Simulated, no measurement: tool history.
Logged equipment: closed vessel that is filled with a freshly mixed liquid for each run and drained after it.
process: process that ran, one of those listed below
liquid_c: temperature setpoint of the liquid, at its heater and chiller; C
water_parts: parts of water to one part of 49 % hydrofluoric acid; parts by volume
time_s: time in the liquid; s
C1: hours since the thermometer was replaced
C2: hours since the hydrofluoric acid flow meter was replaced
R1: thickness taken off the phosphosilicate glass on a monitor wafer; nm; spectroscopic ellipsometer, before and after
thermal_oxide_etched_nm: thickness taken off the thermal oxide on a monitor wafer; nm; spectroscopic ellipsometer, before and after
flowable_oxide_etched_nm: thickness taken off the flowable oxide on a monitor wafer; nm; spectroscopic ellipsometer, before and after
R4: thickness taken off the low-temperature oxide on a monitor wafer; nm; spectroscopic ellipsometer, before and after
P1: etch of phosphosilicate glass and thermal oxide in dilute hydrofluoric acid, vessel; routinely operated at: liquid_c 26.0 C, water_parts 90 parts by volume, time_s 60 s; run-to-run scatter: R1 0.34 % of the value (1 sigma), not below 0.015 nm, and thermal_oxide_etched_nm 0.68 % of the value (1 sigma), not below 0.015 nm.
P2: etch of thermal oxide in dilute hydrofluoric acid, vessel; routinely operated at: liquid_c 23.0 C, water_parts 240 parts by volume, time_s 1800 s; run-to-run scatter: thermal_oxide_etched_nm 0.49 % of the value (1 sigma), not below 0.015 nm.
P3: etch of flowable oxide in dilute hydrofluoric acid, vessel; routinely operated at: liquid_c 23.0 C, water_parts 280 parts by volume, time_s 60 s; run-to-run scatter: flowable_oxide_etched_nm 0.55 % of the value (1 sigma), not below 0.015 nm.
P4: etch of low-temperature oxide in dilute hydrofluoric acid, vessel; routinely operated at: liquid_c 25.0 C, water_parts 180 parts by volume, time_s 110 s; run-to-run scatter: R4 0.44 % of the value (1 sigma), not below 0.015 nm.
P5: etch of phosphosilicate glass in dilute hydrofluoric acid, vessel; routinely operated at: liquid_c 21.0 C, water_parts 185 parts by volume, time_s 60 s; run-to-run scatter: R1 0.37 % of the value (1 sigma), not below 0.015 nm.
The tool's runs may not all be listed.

run 1 hour=4.6 | process=P1 liquid_c=26.0 water_parts=90 time_s=60 | C1=528.3 C2=767.4 | R1=144.710 thermal_oxide_etched_nm=3.4453
run 2 hour=8.3 | process=P1 liquid_c=26.0 water_parts=90 time_s=60 | C1=532.0 C2=771.1 | R1=144.800 thermal_oxide_etched_nm=3.4629
run 3 hour=13.0 | process=P3 liquid_c=30.0 water_parts=280 time_s=60 | C1=536.7 C2=775.8 | flowable_oxide_etched_nm=8.6604
run 4 hour=17.5 | process=P3 liquid_c=23.0 water_parts=385 time_s=60 | C1=541.2 C2=780.3 | flowable_oxide_etched_nm=4.5208
run 5 hour=22.4 | process=P1 liquid_c=26.0 water_parts=90 time_s=60 | C1=546.1 C2=785.2 | R1=144.940 thermal_oxide_etched_nm=3.3629
run 6 hour=27.4 | process=P1 liquid_c=26.0 water_parts=130 time_s=60 | C1=551.1 C2=790.2 | R1=95.938 thermal_oxide_etched_nm=2.2715
run 7 hour=29.8 | process=P2 liquid_c=23.0 water_parts=240 time_s=1800 | C1=553.5 C2=792.6 | thermal_oxide_etched_nm=30.3260
run 8 hour=33.5 | process=P2 liquid_c=23.0 water_parts=240 time_s=1800 | C1=557.2 C2=796.3 | thermal_oxide_etched_nm=30.0030
run 9 hour=38.4 | process=P1 liquid_c=20.5 water_parts=90 time_s=60 | C1=562.1 C2=801.2 | R1=116.310 thermal_oxide_etched_nm=2.7214
run 10 hour=41.0 | process=P3 liquid_c=23.0 water_parts=280 time_s=60 | C1=564.7 C2=803.8 | flowable_oxide_etched_nm=6.7698
run 11 hour=45.3 | process=P4 liquid_c=25.0 water_parts=80 time_s=110 | C1=569.0 C2=808.1 | R4=25.0820
run 12 hour=48.7 | process=P4 liquid_c=25.0 water_parts=180 time_s=110 | C1=572.4 C2=811.5 | R4=9.7791
run 13 hour=52.8 | process=P1 liquid_c=26.0 water_parts=140 time_s=35 | C1=576.5 C2=815.6 | R1=50.816 thermal_oxide_etched_nm=1.2214
run 14 hour=56.2 | process=P3 liquid_c=23.0 water_parts=280 time_s=110 | C1=579.9 C2=819.0 | flowable_oxide_etched_nm=12.5660
run 15 hour=60.7 | process=P5 liquid_c=21.0 water_parts=70 time_s=60 | C1=584.4 C2=823.5 | R1=89.157
run 16 hour=63.7 | process=P1 liquid_c=30.5 water_parts=90 time_s=60 | C1=587.4 C2=826.5 | R1=172.520 thermal_oxide_etched_nm=4.0509
run 17 hour=67.2 | process=P1 liquid_c=26.0 water_parts=90 time_s=60 | C1=590.9 C2=830.0 | R1=143.850 thermal_oxide_etched_nm=3.4532
run 18 hour=70.8 | process=P4 liquid_c=25.0 water_parts=180 time_s=165 | C1=594.5 C2=833.6 | R4=14.8080
run 19 hour=75.1 | process=P1 liquid_c=26.0 water_parts=90 time_s=30 | C1=598.8 C2=837.9 | R1=72.760 thermal_oxide_etched_nm=1.7242
run 20 hour=77.6 | process=P4 liquid_c=17.5 water_parts=180 time_s=110 | C1=601.3 C2=840.4 | R4=7.3796
run 21 hour=82.3 | process=P2 liquid_c=23.0 water_parts=240 time_s=875 | C1=606.0 C2=845.1 | thermal_oxide_etched_nm=14.7900
run 22 hour=85.5 | process=P5 liquid_c=17.0 water_parts=185 time_s=60 | C1=609.2 C2=848.3 | R1=25.173
run 23 hour=90.6 | process=P3 liquid_c=23.0 water_parts=280 time_s=60 | C1=614.3 C2=853.4 | flowable_oxide_etched_nm=6.8417
run 24 hour=93.8 | process=P5 liquid_c=21.0 water_parts=185 time_s=95 | C1=617.5 C2=856.6 | R1=46.714

Run 25, settings as shown, results not yet in. Your forecast:
run 25 hour=98.5 | process=P1 liquid_c=22.0 water_parts=90 time_s=30 | C1=622.2 C2=861.3 | R1=? thermal_oxide_etched_nm=?

R1: 61.598 nm
thermal_oxide_etched_nm: 1.4561 nm
